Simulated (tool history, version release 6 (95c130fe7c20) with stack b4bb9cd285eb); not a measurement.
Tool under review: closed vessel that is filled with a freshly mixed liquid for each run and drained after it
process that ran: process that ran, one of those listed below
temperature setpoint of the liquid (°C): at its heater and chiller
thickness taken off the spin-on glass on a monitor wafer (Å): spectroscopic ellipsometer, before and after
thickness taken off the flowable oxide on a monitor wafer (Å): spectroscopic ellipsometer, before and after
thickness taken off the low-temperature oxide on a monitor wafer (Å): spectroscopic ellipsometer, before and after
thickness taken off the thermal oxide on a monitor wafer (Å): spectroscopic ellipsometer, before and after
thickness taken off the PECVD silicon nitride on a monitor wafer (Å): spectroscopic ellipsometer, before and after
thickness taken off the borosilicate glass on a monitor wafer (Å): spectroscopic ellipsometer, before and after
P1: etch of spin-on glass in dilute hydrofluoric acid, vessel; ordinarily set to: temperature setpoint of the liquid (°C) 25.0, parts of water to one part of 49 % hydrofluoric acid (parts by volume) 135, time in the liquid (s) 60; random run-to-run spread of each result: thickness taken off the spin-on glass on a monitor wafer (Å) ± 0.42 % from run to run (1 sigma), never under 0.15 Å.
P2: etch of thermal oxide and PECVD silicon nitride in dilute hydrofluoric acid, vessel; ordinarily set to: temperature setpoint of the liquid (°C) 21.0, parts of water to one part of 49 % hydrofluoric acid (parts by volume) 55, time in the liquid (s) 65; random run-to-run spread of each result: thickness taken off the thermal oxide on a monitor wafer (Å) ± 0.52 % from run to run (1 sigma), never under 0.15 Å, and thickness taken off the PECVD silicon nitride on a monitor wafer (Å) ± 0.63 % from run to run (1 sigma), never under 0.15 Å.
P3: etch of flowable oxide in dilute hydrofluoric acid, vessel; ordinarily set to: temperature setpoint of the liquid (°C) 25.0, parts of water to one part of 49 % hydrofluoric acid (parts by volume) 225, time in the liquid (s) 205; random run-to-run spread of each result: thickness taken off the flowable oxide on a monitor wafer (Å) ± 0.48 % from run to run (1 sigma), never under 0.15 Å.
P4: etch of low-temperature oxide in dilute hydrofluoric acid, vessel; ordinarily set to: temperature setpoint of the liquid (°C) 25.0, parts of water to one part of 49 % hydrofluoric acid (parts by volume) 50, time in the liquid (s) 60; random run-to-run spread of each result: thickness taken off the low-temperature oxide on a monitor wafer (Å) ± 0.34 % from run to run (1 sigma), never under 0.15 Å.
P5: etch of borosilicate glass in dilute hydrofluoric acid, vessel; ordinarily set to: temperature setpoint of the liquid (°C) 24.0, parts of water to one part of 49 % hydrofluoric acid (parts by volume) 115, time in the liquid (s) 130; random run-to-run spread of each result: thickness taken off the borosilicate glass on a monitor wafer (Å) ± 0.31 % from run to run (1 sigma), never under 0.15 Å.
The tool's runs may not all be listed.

run   hour  process that ran  temperature setpoint of the liquid (°C)  parts of water to one part of 49 % hydrofluoric acid (parts by volume)  time in the liquid (s)  thickness taken off the spin-on glass on a monitor wafer (Å)  thickness taken off the flowable oxide on a monitor wafer (Å)  thickness taken off the low-temperature oxide on a monitor wafer (Å)  thickness taken off the thermal oxide on a monitor wafer (Å)  thickness taken off the PECVD silicon nitride on a monitor wafer (Å)  thickness taken off the borosilicate glass on a monitor wafer (Å)
  1   10.5                P1                                     25.0                                                                     135                      60                                                        183.92
  2   22.6                P3                                     25.0                                                                     110                     205                                                                                                                       493.35
  3   36.4                P4                                     32.0                                                                      50                      60                                                                                                                                                                                             425.52
  4   49.6                P2                                     21.0                                                                     100                      65                                                                                                                                                                                                                                                           28.140                                                                24.809
  5   60.7                P2                                     21.0                                                                      55                      65                                                                                                                                                                                                                                                           54.575                                                                44.996
  6   70.3                P4                                     25.0                                                                      90                      60                                                                                                                                                                                             168.17
  7   88.5                P3                                     25.0                                                                     225                     205                                                                                                                       213.89
  8  107.6                P1                                     25.0                                                                     135                      30                                                         91.31
  9  123.6                P1                                     25.0                                                                     135                      60                                                        181.66
 10  132.2                P1                                     25.0                                                                     135                      60                                                        183.32
 11  147.2                P5                                     24.0                                                                     200                     130                                                                                                                                                                                                                                                                                                                                                                                                    237.61
 12  156.8                P1                                     21.0                                                                     135                      60                                                        157.61
 13  175.2                P1                                     25.0                                                                     135                      60                                                        183.34
 14  193.8                P1                                     25.0                                                                     135                      60                                                        183.56
 15  212.5                P1                                     30.0                                                                     240                      60                                                        109.55
 16  229.8                P1                                     29.5                                                                     135                      60                                                        218.42
 17  248.4                P1                                     25.0                                                                     195                      60                                                        118.96
 18  261.3                P5                                     24.0                                                                     115                     130                                                                                                                                                                                                                                                                                                                                                                                                    455.07
 19  280.3                P3                                     17.0                                                                     225                     205                                                                                                                       155.61
 20  294.5                P3                                     25.0                                                                     225                     330                                                                                                                       342.28
 21  307.8                P2                                     21.0                                                                      55                      65                                                                                                                                                                                                                                                           54.150                                                                44.681
 22  316.2                P1                                     25.0                                                                      35                      60                                                        800.43
 23  332.5                P1                                     25.0                                                                     135                     100                                                        305.68
 24  342.5                P2                                     17.0                                                                      55                      65                                                                                                                                                                                                                                                           45.311                                                                33.589
 25  358.4                P4                                     25.0                                                                      50                      60                                                                                                                                                                                             318.51
 26  368.7                P2                                     21.0                                                                      55                      30                                                                                                                                                                                                                                                           24.874                                                                20.578
 27  387.3                P1                                     25.0                                                                     135                      60                                                        183.41
 28  405.6                P4                                     25.0                                                                      50                      95                                                                                                                                                                                             506.94
 29  417.2                P5                                     19.5                                                                     115                     130                                                                                                                                                                                                                                                                                                                                                                                                    379.97
 30  436.0                P3                                     25.0                                                                     225                     205                                                                                                                       211.23
 31  444.5                P5                                     24.0                                                                     115                     250                                                                                                                                                                                                                                                                                                                                                                                                    877.33
 32  459.5                P1                                     25.0                                                                     135                      60                                                        184.60
 33  474.8                P1                                     25.0                                                                     135                      60                                                        178.98
 34  487.9                P1                                     25.0                                                                     135                      60                                                        176.91
 35  504.8                P1                                     25.0                                                                     135                      60                                                        174.32
 36  524.1                P1                                     25.0                                                                     135                      60                                                        175.07
 37  534.2                P1                                     25.0                                                                     135                      60                                                        173.77
 38  552.6                P1                                     25.0                                                                     135                      60                                                        171.37
 39  561.7                P1                                     25.0                                                                     135                      60                                                        173.52
 40  573.1                P1                                     25.0                                                                     135                      60                                                        173.65
 41  591.7                P1                                     25.0                                                                     135                      60                                                        172.03

P1 no longer gives what it gave before; its output has crept away from where it was. The following 2 causes, each at its listed size, fit the log equally well:
A: liquid colder than its thermometer reads (K) = 1.6
B: hydrofluoric acid flow below the setpoint (%) = 5.15
The drift started at roughly hour 459.5.

Of the 4 check runs below, each run on 2 wafers with the results averaged and each result still a question mark, which one would tell the listed causes apart?
check 1  610.3                P2                                     18.0                                                                      55                      30                                                                                                                                                                                                                                                                ?                                                                     ?
check 2  610.3                P3                                     18.0                                                                     225                     205                                                                                                                            ?
check 3  610.3                P5                                     20.5                                                                     185                     130                                                                                                                                                                                                                                                                                                                                                                                                         ?
check 4  610.3                P4                                     31.5                                                                      50                      60                                                                                                                                                                                                  ?

If the cause were each of the candidates in turn, the checks would give the following:
  check                                                                result    if A    if B
check 1          thickness taken off the thermal oxide on a monitor wafer (Å)  20.444  20.709
check 1  thickness taken off the PECVD silicon nitride on a monitor wafer (Å)  14.912  15.865
check 2         thickness taken off the flowable oxide on a monitor wafer (Å)  153.20  153.03
check 3     thickness taken off the borosilicate glass on a monitor wafer (Å)  214.76  214.68
check 4  thickness taken off the low-temperature oxide on a monitor wafer (Å)  389.43  391.51
Gap, in per cent, between the two causes that each check separates least, read from the result that separates them most: check 1 6.19 %; check 2 0.12 %; check 3 0.04 %; check 4 0.53 %
Of the check runs offered, only check 1 discriminates between the causes; the rest would read about the same regardless of which cause applies.

With check 1 done, the readings were: thickness taken off the thermal oxide on a monitor wafer (Å) 20.631; thickness taken off the PECVD silicon nitride on a monitor wafer (Å) 15.788. Identify which of the listed causes applies.

It is B: hydrofluoric acid flow below the setpoint (%).
